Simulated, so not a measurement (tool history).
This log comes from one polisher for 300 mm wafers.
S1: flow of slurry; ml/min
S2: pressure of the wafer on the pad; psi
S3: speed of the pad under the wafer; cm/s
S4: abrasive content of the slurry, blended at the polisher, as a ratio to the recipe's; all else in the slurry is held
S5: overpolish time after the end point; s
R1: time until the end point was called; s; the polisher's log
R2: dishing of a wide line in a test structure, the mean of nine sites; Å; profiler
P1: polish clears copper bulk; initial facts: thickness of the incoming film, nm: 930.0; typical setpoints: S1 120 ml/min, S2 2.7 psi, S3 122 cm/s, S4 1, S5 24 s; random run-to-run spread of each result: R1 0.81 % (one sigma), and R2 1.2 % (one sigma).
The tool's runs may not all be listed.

run 1 day=0.404 | S1=120 S2=2.7 S3=122 S4=1 S5=24 | R1=77.181 R2=815.39
run 2 day=0.892 | S1=120 S2=2.7 S3=122 S4=1 S5=24 | R1=77.468 R2=830.15
run 3 day=1.221 | S1=120 S2=3.8 S3=168 S4=1 S5=24 | R1=39.764 R2=961.86
-- day=1.425 slurry nozzle cleaned
run 4 day=1.483 | S1=120 S2=2.7 S3=122 S4=1 S5=11 | R1=77.762 R2=631.08
run 5 day=1.925 | S1=120 S2=3.3 S3=166 S4=1 S5=24 | R1=46.706 R2=904.05
run 6 day=2.417 | S1=120 S2=2.7 S3=122 S4=1 S5=47 | R1=78.588 R2=866.45
run 7 day=2.9 | S1=120 S2=2.7 S3=176 S4=1 S5=24 | R1=53.69 R2=856.33
run 8 day=3.35 | S1=180 S2=2.7 S3=122 S4=1 S5=24 | R1=72.497 R2=849.6
run 9 day=3.646 | S1=70 S2=2.7 S3=122 S4=1 S5=24 | R1=89.051 R2=795.22
run 10 day=4.133 | S1=120 S2=2.7 S3=76 S4=1 S5=24 | R1=123.5 R2=723.42
run 11 day=4.592 | S1=120 S2=2.7 S3=122 S4=0.7 S5=24 | R1=83.151 R2=805.22
run 12 day=5.062 | S1=120 S2=2.7 S3=122 S4=1 S5=24 | R1=77.187 R2=837.04
run 13 day=5.467 | S1=120 S2=1.3 S3=122 S4=1 S5=24 | R1=160.96 R2=562.21
run 14 day=5.7 | S1=120 S2=2.7 S3=122 S4=1 S5=24 | R1=76.966 R2=816.83
-- day=6.004 slurry blender recalibrated
run 15 day=6.175 | S1=120 S2=2.1 S3=122 S4=1.35 S5=24 | R1=93.295 R2=758.52
run 16 day=6.592 | S1=120 S2=3.6 S3=122 S4=1 S5=24 | R1=56.767 R2=929.15
run 17 day=6.979 | S1=120 S2=2.7 S3=122 S4=1 S5=24 | R1=77.45 R2=826.16
run 18 day=7.212 | S1=120 S2=2.7 S3=122 S4=1.45 S5=24 | R1=70.979 R2=844.11
run 19 day=7.679 | S1=120 S2=2.7 S3=122 S4=1 S5=24 | R1=76.439 R2=838.44
run 20 day=8.062 | S1=120 S2=2.7 S3=122 S4=1 S5=24 | R1=80.428 R2=809.15
run 21 day=8.442 | S1=120 S2=2.7 S3=122 S4=1 S5=24 | R1=81.867 R2=811.31
run 22 day=8.775 | S1=120 S2=2.7 S3=122 S4=1 S5=24 | R1=82.05 R2=806.02
-- day=8.921 slurry blender recalibrated
run 23 day=9.104 | S1=120 S2=2.7 S3=122 S4=1 S5=24 | R1=85.069 R2=795.93
-- day=9.342 head pressure recalibrated
run 24 day=9.538 | S1=120 S2=2.7 S3=122 S4=1 S5=24 | R1=84.881 R2=821.28
run 25 day=9.8 | S1=120 S2=2.7 S3=122 S4=1 S5=24 | R1=85.863 R2=796.52
run 26 day=10.242 | S1=120 S2=2.7 S3=122 S4=1 S5=24 | R1=86.809 R2=796.45
run 27 day=10.733 | S1=120 S2=2.7 S3=122 S4=1 S5=24 | R1=86.124 R2=783.9

What P1 gives has crept off from where it sat before. The 2 causes that follow fit the log equally well, each at the size noted:
A: removal rate lost through wear of the pad, % = 10.6
B: slurry flow missing at the pad, % = 35
At approximately day 7.679, the process output began to creep.
The rest of the possible causes, and what rules out each one:
head's pressure below its setpoint, %: serviced after onset, at day 9.342, with no recovery of the prior output
abrasive missing from the slurry, %: serviced after onset, at day 8.921, with no recovery of the prior output

Of the 4 check runs below, each run on 5 wafers with the results averaged and each result still a question mark, which one would tell the listed causes apart?
run check 1 day=11.225 | S1=120 S2=2.7 S3=122 S4=1.2 S5=24 | R1=? R2=?
run check 2 day=11.225 | S1=120 S2=1.9 S3=122 S4=1 S5=24 | R1=? R2=?
run check 3 day=11.225 | S1=120 S2=3.4 S3=122 S4=1 S5=24 | R1=? R2=?
run check 4 day=11.225 | S1=170 S2=3.3 S3=122 S4=1 S5=24 | R1=? R2=?

How each check would come out, cause by cause:
check=check_1 result=R1 if_A=83.045 if_B=83.003
check=check_1 result=R2 if_A=807.98 if_B=808.07
check=check_2 result=R1 if_A=122.76 if_B=122.7
check=check_2 result=R2 if_A=677.33 if_B=677.45
check=check_3 result=R1 if_A=68.604 if_B=68.569
check=check_3 result=R2 if_A=873.48 if_B=873.55
check=check_4 result=R1 if_A=66.334 if_B=64.352
check=check_4 result=R2 if_A=873.99 if_B=878.1
Minimum pairwise separation of causes per check, each pair taken at its best-separating result: check 1 0.05 %; check 2 0.05 %; check 3 0.05 %; check 4 3.03 %
Only in check 4 would the causes give clearly different results; in the remaining checks their results would be nearly the same.

Here is what check 4 returned: R1 64.35 s; R2 873.54 Å. Which cause is it?

The correct cause is B, namely: slurry flow missing at the pad, %.
